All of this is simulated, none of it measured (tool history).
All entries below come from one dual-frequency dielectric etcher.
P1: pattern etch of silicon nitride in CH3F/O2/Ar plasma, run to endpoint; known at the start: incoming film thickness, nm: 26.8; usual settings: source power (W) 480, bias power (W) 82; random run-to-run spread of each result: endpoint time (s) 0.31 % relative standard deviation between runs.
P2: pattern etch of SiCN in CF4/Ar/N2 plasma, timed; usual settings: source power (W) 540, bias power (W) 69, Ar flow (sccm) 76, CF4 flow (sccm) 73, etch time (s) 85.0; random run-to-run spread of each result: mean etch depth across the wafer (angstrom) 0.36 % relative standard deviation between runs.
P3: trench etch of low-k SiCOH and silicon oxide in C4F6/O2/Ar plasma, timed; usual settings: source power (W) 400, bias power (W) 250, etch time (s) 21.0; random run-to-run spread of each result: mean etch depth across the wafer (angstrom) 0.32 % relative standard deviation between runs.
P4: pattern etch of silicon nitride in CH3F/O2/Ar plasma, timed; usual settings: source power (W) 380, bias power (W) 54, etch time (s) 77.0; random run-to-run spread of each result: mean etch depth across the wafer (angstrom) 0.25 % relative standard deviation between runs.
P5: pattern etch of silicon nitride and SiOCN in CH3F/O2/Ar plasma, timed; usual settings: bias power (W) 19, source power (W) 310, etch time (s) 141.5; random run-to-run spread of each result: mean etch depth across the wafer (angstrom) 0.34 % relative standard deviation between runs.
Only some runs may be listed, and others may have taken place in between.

| run | hour | process that ran | source power (W) | bias power (W) | etch time (s) | Ar flow (sccm) | CF4 flow (sccm) | hours since the last wet clean | hours since the last source power generator calibration | hours since the last bias power generator calibration | endpoint time (s) | mean etch depth across the wafer (angstrom) |
|---|---|---|---|---|---|---|---|---|---|---|---|---|
| 1 | 5.6 | P1 | 480 | 82 |  |  |  | 334.0 | 656.8 | 1407.9 | 33.812 |  |
| 2 | 8.9 | P5 | 310 | 19 | 141.5 |  |  | 337.3 | 660.1 | 1411.2 |  | 169.21 |
| 3 | 12.7 | P1 | 480 | 97 |  |  |  | 341.1 | 663.9 | 1415.0 | 31.935 |  |
|  | 16.9 | wet clean of the chamber |
| 4 | 17.5 | P2 | 370 | 69 | 85.0 | 76 | 73 | 0.7 | 668.7 | 1419.8 |  | 636.18 |
| 5 | 23.2 | P2 | 540 | 69 | 85.0 | 76 | 92 | 6.4 | 674.4 | 1425.5 |  | 920.07 |
| 6 | 27.9 | P3 | 400 | 250 | 11.5 |  |  | 11.1 | 679.1 | 1430.2 |  | 391.89 |
| 7 | 32.3 | P1 | 570 | 100 |  |  |  | 15.5 | 683.5 | 1434.6 | 29.327 |  |
| 8 | 35.7 | P4 | 240 | 54 | 77.0 |  |  | 18.9 | 686.9 | 1438.0 |  | 396.68 |
| 9 | 39.8 | P1 | 580 | 82 |  |  |  | 23.0 | 691.0 | 1442.1 | 31.295 |  |
| 10 | 45.4 | P5 | 310 | 19 | 211.5 |  |  | 28.6 | 696.6 | 1447.7 |  | 251.10 |
| 11 | 51.3 | P1 | 350 | 82 |  |  |  | 34.5 | 702.5 | 1453.6 | 38.074 |  |
| 12 | 54.8 | P3 | 400 | 250 | 21.0 |  |  | 38.0 | 706.0 | 1457.1 |  | 719.40 |
| 13 | 58.3 | P5 | 310 | 19 | 141.5 |  |  | 41.5 | 709.5 | 1460.6 |  | 168.76 |
|  | 59.6 | source power generator calibrated |
| 14 | 63.8 | P1 | 480 | 82 |  |  |  | 47.0 | 4.3 | 1466.1 | 33.761 |  |
| 15 | 70.0 | P3 | 540 | 250 | 21.0 |  |  | 53.2 | 10.5 | 1472.3 |  | 804.53 |
| 16 | 74.9 | P4 | 380 | 54 | 100.0 |  |  | 58.1 | 15.4 | 1477.2 |  | 616.14 |
| 17 | 80.2 | P5 | 200 | 19 | 141.5 |  |  | 63.4 | 20.7 | 1482.5 |  | 146.16 |
| 18 | 86.4 | P5 | 310 | 11 | 141.5 |  |  | 69.6 | 26.9 | 1488.7 |  | 135.08 |
| 19 | 92.1 | P3 | 400 | 250 | 21.0 |  |  | 75.3 | 32.6 | 1494.4 |  | 714.34 |
| 20 | 97.7 | P2 | 540 | 89 | 85.0 | 76 | 73 | 80.9 | 38.2 | 1500.0 |  | 966.37 |
| 21 | 101.4 | P2 | 540 | 69 | 85.0 | 48 | 73 | 84.6 | 41.9 | 1503.7 |  | 940.90 |
| 22 | 105.7 | P1 | 480 | 82 |  |  |  | 88.9 | 46.2 | 1508.0 | 33.700 |  |
| 23 | 109.1 | P1 | 480 | 82 |  |  |  | 92.3 | 49.6 | 1511.4 | 33.813 |  |
| 24 | 112.7 | P4 | 380 | 54 | 77.0 |  |  | 95.9 | 53.2 | 1515.0 |  | 473.54 |
| 25 | 117.7 | P4 | 380 | 54 | 77.0 |  |  | 100.9 | 58.2 | 1520.0 |  | 473.65 |
|  | 118.5 | bias power generator calibrated |
| 26 | 123.4 | P2 | 540 | 69 | 85.0 | 76 | 73 | 106.6 | 63.9 | 4.9 |  | 888.89 |
| 27 | 127.1 | P1 | 480 | 82 |  |  |  | 110.3 | 67.6 | 8.6 | 33.630 |  |
| 28 | 130.4 | P3 | 400 | 177 | 21.0 |  |  | 113.6 | 70.9 | 11.9 |  | 641.77 |
| 29 | 133.7 | P1 | 480 | 52 |  |  |  | 116.9 | 74.2 | 15.2 | 39.386 |  |
| 30 | 139.6 | P4 | 380 | 32 | 77.0 |  |  | 122.8 | 80.1 | 21.1 |  | 404.71 |
| 31 | 142.9 | P2 | 540 | 69 | 123.5 | 76 | 73 | 126.1 | 83.4 | 24.4 |  | 1289.70 |
| 32 | 146.3 | P1 | 480 | 82 |  |  |  | 129.5 | 86.8 | 27.8 | 33.723 |  |
| 33 | 150.4 | P1 | 480 | 82 |  |  |  | 133.6 | 90.9 | 31.9 | 33.380 |  |
| 34 | 155.1 | P1 | 480 | 82 |  |  |  | 138.3 | 95.6 | 36.6 | 33.399 |  |
| 35 | 158.7 | P1 | 480 | 82 |  |  |  | 141.9 | 99.2 | 40.2 | 33.372 |  |
| 36 | 161.5 | P1 | 480 | 82 |  |  |  | 144.7 | 102.0 | 43.0 | 33.289 |  |
| 37 | 164.2 | P1 | 480 | 82 |  |  |  | 147.4 | 104.7 | 45.7 | 33.249 |  |
| 38 | 167.2 | P1 | 480 | 82 |  |  |  | 150.4 | 107.7 | 48.7 | 33.130 |  |
|  | 170.5 | wet clean of the chamber |
| 39 | 173.3 | P1 | 480 | 82 |  |  |  | 2.8 | 113.8 | 54.8 | 33.247 |  |
| 40 | 177.9 | P1 | 480 | 82 |  |  |  | 7.4 | 118.4 | 59.4 | 33.112 |  |
| 41 | 181.9 | P1 | 480 | 82 |  |  |  | 11.4 | 122.4 | 63.4 | 33.382 |  |

P1 no longer gives what it gave before; its output has crept away from where it was. The following 2 causes, each at its listed size, fit the log equally well:
A: source power that arrives over what is set, % = 4.46
B: bias power that arrives over what is set, % = 4.83
The onset of the drift is placed at about hour 146.3.
Excluded causes, each with its reason:
chamber walls in a state that raises the etch rate, %: serviced at hour 170.5, after the drift had started, without restoring the earlier output

4 check runs are offered, each on 2 wafers whose results are averaged, their results left as question marks. Which one tells the causes apart?
| check 1 | 185.9 | P3 | 520 | 250 | 11.5 |  |  |  |  |  |  | ? |
| check 2 | 185.9 | P4 | 250 | 32 | 77.0 |  |  |  |  |  |  | ? |
| check 3 | 185.9 | P5 | 310 | 13 | 197.5 |  |  |  |  |  |  | ? |
| check 4 | 185.9 | P2 | 380 | 69 | 85.0 | 76 | 73 |  |  |  |  | ? |

What each check would give under each cause:
| check | result | if A | if B |
|---|---|---|---|
| check 1 | mean etch depth across the wafer (angstrom) | 440.80 | 440.33 |
| check 2 | mean etch depth across the wafer (angstrom) | 348.75 | 347.46 |
| check 3 | mean etch depth across the wafer (angstrom) | 204.73 | 205.37 |
| check 4 | mean etch depth across the wafer (angstrom) | 676.94 | 661.69 |
Per-check spread between the two closest causes, in the result where they differ most: check 1 0.11 %; check 2 0.37 %; check 3 0.31 %; check 4 2.28 %
Check 4 tells the causes apart: in the others they would give nearly the same result.

Check 4 was then run and gave: mean etch depth across the wafer (angstrom) 678.01. Which cause is it?

Of the candidate causes, it is A: source power that arrives over what is set, %.

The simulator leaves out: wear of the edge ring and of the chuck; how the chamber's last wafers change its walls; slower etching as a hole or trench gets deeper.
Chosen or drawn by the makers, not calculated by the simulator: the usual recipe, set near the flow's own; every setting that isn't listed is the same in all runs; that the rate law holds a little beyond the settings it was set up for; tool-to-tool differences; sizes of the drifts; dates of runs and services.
